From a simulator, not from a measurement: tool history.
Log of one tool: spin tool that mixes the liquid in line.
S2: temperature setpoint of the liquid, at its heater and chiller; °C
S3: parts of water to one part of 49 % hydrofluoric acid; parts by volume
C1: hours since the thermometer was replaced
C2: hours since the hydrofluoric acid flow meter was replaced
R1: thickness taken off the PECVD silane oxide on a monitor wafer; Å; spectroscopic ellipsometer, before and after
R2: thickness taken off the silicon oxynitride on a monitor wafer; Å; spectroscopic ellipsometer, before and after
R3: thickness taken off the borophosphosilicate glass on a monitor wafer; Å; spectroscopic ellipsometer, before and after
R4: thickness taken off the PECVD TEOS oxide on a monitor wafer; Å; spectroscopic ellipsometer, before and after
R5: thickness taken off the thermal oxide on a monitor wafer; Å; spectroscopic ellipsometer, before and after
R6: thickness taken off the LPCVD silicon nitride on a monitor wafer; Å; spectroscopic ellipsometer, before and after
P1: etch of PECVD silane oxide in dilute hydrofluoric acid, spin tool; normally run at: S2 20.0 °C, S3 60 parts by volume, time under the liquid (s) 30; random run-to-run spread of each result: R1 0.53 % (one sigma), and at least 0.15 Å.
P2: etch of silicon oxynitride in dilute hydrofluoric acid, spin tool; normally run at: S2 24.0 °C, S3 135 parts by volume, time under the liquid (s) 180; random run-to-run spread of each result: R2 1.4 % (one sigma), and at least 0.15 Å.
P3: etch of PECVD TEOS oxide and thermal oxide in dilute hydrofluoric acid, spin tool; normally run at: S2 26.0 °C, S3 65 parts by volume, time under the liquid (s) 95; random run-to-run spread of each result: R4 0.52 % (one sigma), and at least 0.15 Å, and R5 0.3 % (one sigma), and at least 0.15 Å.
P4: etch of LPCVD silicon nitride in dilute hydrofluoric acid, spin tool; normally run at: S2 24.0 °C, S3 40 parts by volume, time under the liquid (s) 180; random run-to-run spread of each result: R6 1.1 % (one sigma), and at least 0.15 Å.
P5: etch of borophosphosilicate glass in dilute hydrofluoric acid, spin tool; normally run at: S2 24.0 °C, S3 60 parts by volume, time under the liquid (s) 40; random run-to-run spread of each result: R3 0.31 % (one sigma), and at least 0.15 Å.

run 1 hour=6.9 | process_that_ran=P1 S2=20.0 S3=60 time_under_the_liquid_(s)=30 | C1=621.5 C2=872.2 | R1=223.54
run 2 hour=11.0 | process_that_ran=P1 S2=20.0 S3=60 time_under_the_liquid_(s)=30 | C1=625.6 C2=876.3 | R1=221.81
run 3 hour=14.6 | process_that_ran=P2 S2=19.5 S3=135 time_under_the_liquid_(s)=180 | C1=629.2 C2=879.9 | R2=15.049
run 4 hour=19.0 | process_that_ran=P1 S2=20.0 S3=60 time_under_the_liquid_(s)=30 | C1=633.6 C2=884.3 | R1=220.11
run 5 hour=23.0 | process_that_ran=P2 S2=24.0 S3=135 time_under_the_liquid_(s)=355 | C1=637.6 C2=888.3 | R2=36.019
-- hour=25.2 thermometer replaced
run 6 hour=27.1 | process_that_ran=P5 S2=24.0 S3=60 time_under_the_liquid_(s)=40 | C1=2.0 C2=892.4 | R3=171.950
run 7 hour=31.1 | process_that_ran=P1 S2=17.0 S3=60 time_under_the_liquid_(s)=30 | C1=6.0 C2=896.4 | R1=194.85
run 8 hour=34.7 | process_that_ran=P1 S2=20.0 S3=100 time_under_the_liquid_(s)=30 | C1=9.6 C2=900.0 | R1=126.32
run 9 hour=40.9 | process_that_ran=P1 S2=20.0 S3=90 time_under_the_liquid_(s)=50 | C1=15.8 C2=906.2 | R1=238.28
run 10 hour=46.4 | process_that_ran=P2 S2=24.0 S3=135 time_under_the_liquid_(s)=180 | C1=21.3 C2=911.7 | R2=18.901
run 11 hour=50.4 | process_that_ran=P3 S2=26.0 S3=65 time_under_the_liquid_(s)=95 | C1=25.3 C2=915.7 | R4=262.80 R5=76.372
run 12 hour=55.6 | process_that_ran=P3 S2=18.5 S3=65 time_under_the_liquid_(s)=95 | C1=30.5 C2=920.9 | R4=190.08 R5=55.879
run 13 hour=60.1 | process_that_ran=P3 S2=26.0 S3=65 time_under_the_liquid_(s)=140 | C1=35.0 C2=925.4 | R4=384.78 R5=112.630
run 14 hour=66.9 | process_that_ran=P2 S2=24.0 S3=225 time_under_the_liquid_(s)=180 | C1=41.8 C2=932.2 | R2=10.579
run 15 hour=72.6 | process_that_ran=P1 S2=20.0 S3=20 time_under_the_liquid_(s)=30 | C1=47.5 C2=937.9 | R1=695.60
run 16 hour=77.0 | process_that_ran=P1 S2=20.0 S3=60 time_under_the_liquid_(s)=15 | C1=51.9 C2=942.3 | R1=110.60
run 17 hour=80.7 | process_that_ran=P4 S2=24.0 S3=55 time_under_the_liquid_(s)=180 | C1=55.6 C2=946.0 | R6=16.044
run 18 hour=84.6 | process_that_ran=P4 S2=17.5 S3=40 time_under_the_liquid_(s)=180 | C1=59.5 C2=949.9 | R6=13.831
-- hour=88.7 hydrofluoric acid flow meter replaced
run 19 hour=90.5 | process_that_ran=P5 S2=31.0 S3=60 time_under_the_liquid_(s)=40 | C1=65.4 C2=1.8 | R3=226.180
run 20 hour=96.2 | process_that_ran=P4 S2=24.0 S3=40 time_under_the_liquid_(s)=180 | C1=71.1 C2=7.5 | R6=21.647
run 21 hour=102.7 | process_that_ran=P1 S2=26.0 S3=60 time_under_the_liquid_(s)=30 | C1=77.6 C2=14.0 | R1=284.29
run 22 hour=107.8 | process_that_ran=P5 S2=24.0 S3=30 time_under_the_liquid_(s)=40 | C1=82.7 C2=19.1 | R3=357.940
run 23 hour=111.5 | process_that_ran=P3 S2=26.0 S3=20 time_under_the_liquid_(s)=95 | C1=86.4 C2=22.8 | R4=897.30 R5=262.990
run 24 hour=116.1 | process_that_ran=P1 S2=20.0 S3=60 time_under_the_liquid_(s)=55 | C1=91.0 C2=27.4 | R1=406.11
run 25 hour=121.4 | process_that_ran=P1 S2=20.0 S3=60 time_under_the_liquid_(s)=30 | C1=96.3 C2=32.7 | R1=221.66
run 26 hour=128.6 | process_that_ran=P5 S2=24.0 S3=60 time_under_the_liquid_(s)=15 | C1=103.5 C2=39.9 | R3=64.407
run 27 hour=135.4 | process_that_ran=P4 S2=24.0 S3=40 time_under_the_liquid_(s)=350 | C1=110.3 C2=46.7 | R6=43.251
run 28 hour=141.7 | process_that_ran=P4 S2=24.0 S3=40 time_under_the_liquid_(s)=180 | C1=116.6 C2=53.0 | R6=21.546
run 29 hour=148.6 | process_that_ran=P1 S2=20.0 S3=60 time_under_the_liquid_(s)=30 | C1=123.5 C2=59.9 | R1=223.34
run 30 hour=154.7 | process_that_ran=P1 S2=20.0 S3=60 time_under_the_liquid_(s)=30 | C1=129.6 C2=66.0 | R1=215.73
run 31 hour=157.9 | process_that_ran=P1 S2=20.0 S3=60 time_under_the_liquid_(s)=30 | C1=132.8 C2=69.2 | R1=213.70
run 32 hour=165.2 | process_that_ran=P1 S2=20.0 S3=60 time_under_the_liquid_(s)=30 | C1=140.1 C2=76.5 | R1=212.53
run 33 hour=172.6 | process_that_ran=P1 S2=20.0 S3=60 time_under_the_liquid_(s)=30 | C1=147.5 C2=83.9 | R1=208.71

Estimate the outcome of run 34 from the log above:
run 34 hour=177.2 | process_that_ran=P1 S2=20.0 S3=60 time_under_the_liquid_(s)=30 | C1=152.1 C2=88.5 | R1=?

For run 34 the tool returned R1 209.95 Å.
